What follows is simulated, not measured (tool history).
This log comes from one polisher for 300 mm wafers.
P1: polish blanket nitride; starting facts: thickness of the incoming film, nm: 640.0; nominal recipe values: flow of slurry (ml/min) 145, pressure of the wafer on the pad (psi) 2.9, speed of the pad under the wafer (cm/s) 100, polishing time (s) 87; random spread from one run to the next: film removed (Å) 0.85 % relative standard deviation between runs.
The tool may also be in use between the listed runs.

| run | hour | flow of slurry (ml/min) | pressure of the wafer on the pad (psi) | speed of the pad under the wafer (cm/s) | polishing time (s) | wafers polished on this pad | hours since the slurry nozzle was cleaned | hours since the head pressure was calibrated | film removed (Å) |
|---|---|---|---|---|---|---|---|---|---|
| 1 | 2.1 | 145 | 2.9 | 100 | 87 | 162 | 122.5 | 136.7 | 1375.90 |
| 2 | 4.7 | 225 | 2.9 | 100 | 87 | 180 | 125.1 | 139.3 | 1462.10 |
| 3 | 7.1 | 145 | 2.9 | 154 | 87 | 196 | 127.5 | 141.7 | 1968.70 |
| 4 | 9.8 | 145 | 4.3 | 100 | 87 | 215 | 130.2 | 144.4 | 2045.80 |
| 5 | 13.2 | 145 | 2.9 | 44 | 87 | 238 | 133.6 | 147.8 | 711.55 |
| 6 | 16.1 | 145 | 2.9 | 100 | 87 | 257 | 136.5 | 150.7 | 1392.80 |
| 7 | 19.4 | 145 | 2.9 | 100 | 87 | 280 | 139.8 | 154.0 | 1375.60 |
| 8 | 23.3 | 145 | 2.9 | 100 | 121 | 306 | 143.7 | 157.9 | 1954.60 |
| 9 | 25.9 | 145 | 1.4 | 100 | 87 | 324 | 146.3 | 160.5 | 668.89 |
| 10 | 28.8 | 145 | 2.9 | 100 | 87 | 343 | 149.2 | 163.4 | 1377.80 |
| 11 | 32.5 | 145 | 2.9 | 100 | 87 | 368 | 152.9 | 167.1 | 1371.60 |
| 12 | 35.5 | 145 | 4.0 | 74 | 87 | 389 | 155.9 | 170.1 | 1492.20 |
| 13 | 37.6 | 145 | 2.9 | 100 | 87 | 403 | 158.0 | 172.2 | 1398.60 |
| 14 | 41.3 | 145 | 2.9 | 100 | 48 | 428 | 161.7 | 175.9 | 773.01 |
| 15 | 43.7 | 95 | 2.9 | 100 | 87 | 444 | 164.1 | 178.3 | 1261.00 |
| 16 | 47.5 | 190 | 4.1 | 100 | 87 | 470 | 167.9 | 182.1 | 2074.60 |
| 17 | 51.3 | 145 | 2.9 | 100 | 87 | 496 | 171.7 | 185.9 | 1380.10 |

What will run 18 give?
| 18 | 53.3 | 145 | 2.9 | 100 | 87 | 509 | 173.7 | 187.9 | ? |

{"run 18": {"film removed (Å)": 1355.9}}
